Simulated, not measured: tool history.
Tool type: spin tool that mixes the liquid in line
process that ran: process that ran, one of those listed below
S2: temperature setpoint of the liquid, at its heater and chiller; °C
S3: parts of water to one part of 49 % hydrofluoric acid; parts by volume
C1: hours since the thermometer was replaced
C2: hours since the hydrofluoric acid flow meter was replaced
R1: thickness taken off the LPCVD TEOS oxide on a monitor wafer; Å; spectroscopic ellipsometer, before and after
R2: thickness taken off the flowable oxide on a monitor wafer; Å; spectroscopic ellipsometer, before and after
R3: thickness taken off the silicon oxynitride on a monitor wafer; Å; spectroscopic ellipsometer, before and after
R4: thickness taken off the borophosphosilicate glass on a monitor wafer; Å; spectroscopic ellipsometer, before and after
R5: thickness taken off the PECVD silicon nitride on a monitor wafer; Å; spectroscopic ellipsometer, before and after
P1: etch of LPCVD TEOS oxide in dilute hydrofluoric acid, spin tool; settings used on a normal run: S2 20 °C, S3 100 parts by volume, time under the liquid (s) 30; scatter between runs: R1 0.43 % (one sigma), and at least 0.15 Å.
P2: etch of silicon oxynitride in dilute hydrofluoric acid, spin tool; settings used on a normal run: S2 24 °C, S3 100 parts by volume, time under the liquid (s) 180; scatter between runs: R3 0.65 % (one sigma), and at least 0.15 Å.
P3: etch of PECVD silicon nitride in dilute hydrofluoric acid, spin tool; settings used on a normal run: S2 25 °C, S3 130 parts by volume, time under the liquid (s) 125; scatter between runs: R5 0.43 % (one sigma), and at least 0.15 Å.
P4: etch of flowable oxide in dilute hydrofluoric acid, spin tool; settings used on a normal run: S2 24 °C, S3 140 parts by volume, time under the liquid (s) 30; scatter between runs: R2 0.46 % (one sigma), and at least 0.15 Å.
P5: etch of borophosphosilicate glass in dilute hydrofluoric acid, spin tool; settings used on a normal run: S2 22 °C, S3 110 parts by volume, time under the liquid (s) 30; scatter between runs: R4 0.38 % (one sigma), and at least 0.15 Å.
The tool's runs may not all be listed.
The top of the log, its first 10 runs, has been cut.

run 11 hour=40.1 | process_that_ran=P3 S2=25 S3=30 time_under_the_liquid_(s)=125 | C1=530.2 C2=482.7 | R5=243.93
run 12 hour=43.1 | process_that_ran=P1 S2=27.5 S3=100 time_under_the_liquid_(s)=30 | C1=533.2 C2=485.7 | R1=191.3
run 13 hour=48 | process_that_ran=P5 S2=22 S3=110 time_under_the_liquid_(s)=15 | C1=538.1 C2=490.6 | R4=56.734
run 14 hour=52 | process_that_ran=P1 S2=20 S3=100 time_under_the_liquid_(s)=30 | C1=542.1 C2=494.6 | R1=143.36
run 15 hour=55.5 | process_that_ran=P1 S2=20 S3=100 time_under_the_liquid_(s)=30 | C1=545.6 C2=498.1 | R1=142.42
run 16 hour=60.5 | process_that_ran=P4 S2=24 S3=140 time_under_the_liquid_(s)=30 | C1=550.6 C2=503.1 | R2=127.2
run 17 hour=62.9 | process_that_ran=P3 S2=25 S3=130 time_under_the_liquid_(s)=205 | C1=553 C2=505.5 | R5=94.588
run 18 hour=65.3 | process_that_ran=P3 S2=29 S3=130 time_under_the_liquid_(s)=125 | C1=555.4 C2=507.9 | R5=74.703
run 19 hour=68 | process_that_ran=P1 S2=20 S3=25 time_under_the_liquid_(s)=55 | C1=558.1 C2=510.6 | R1=1142.7
run 20 hour=71.8 | process_that_ran=P4 S2=24 S3=140 time_under_the_liquid_(s)=30 | C1=561.9 C2=514.4 | R2=126.69
run 21 hour=74.4 | process_that_ran=P2 S2=24 S3=100 time_under_the_liquid_(s)=180 | C1=564.5 C2=517 | R3=36.441
run 22 hour=78.4 | process_that_ran=P4 S2=24 S3=240 time_under_the_liquid_(s)=30 | C1=568.5 C2=521 | R2=66.976
run 23 hour=81.8 | process_that_ran=P3 S2=25 S3=130 time_under_the_liquid_(s)=125 | C1=571.9 C2=524.4 | R5=57.518
run 24 hour=86.1 | process_that_ran=P3 S2=25 S3=130 time_under_the_liquid_(s)=125 | C1=576.2 C2=528.7 | R5=57.591

What will run 25 give?
run 25 hour=90.9 | process_that_ran=P4 S2=24 S3=140 time_under_the_liquid_(s)=50 | C1=581 C2=533.5 | R2=?

{"run 25": {"R2": 212.62}}

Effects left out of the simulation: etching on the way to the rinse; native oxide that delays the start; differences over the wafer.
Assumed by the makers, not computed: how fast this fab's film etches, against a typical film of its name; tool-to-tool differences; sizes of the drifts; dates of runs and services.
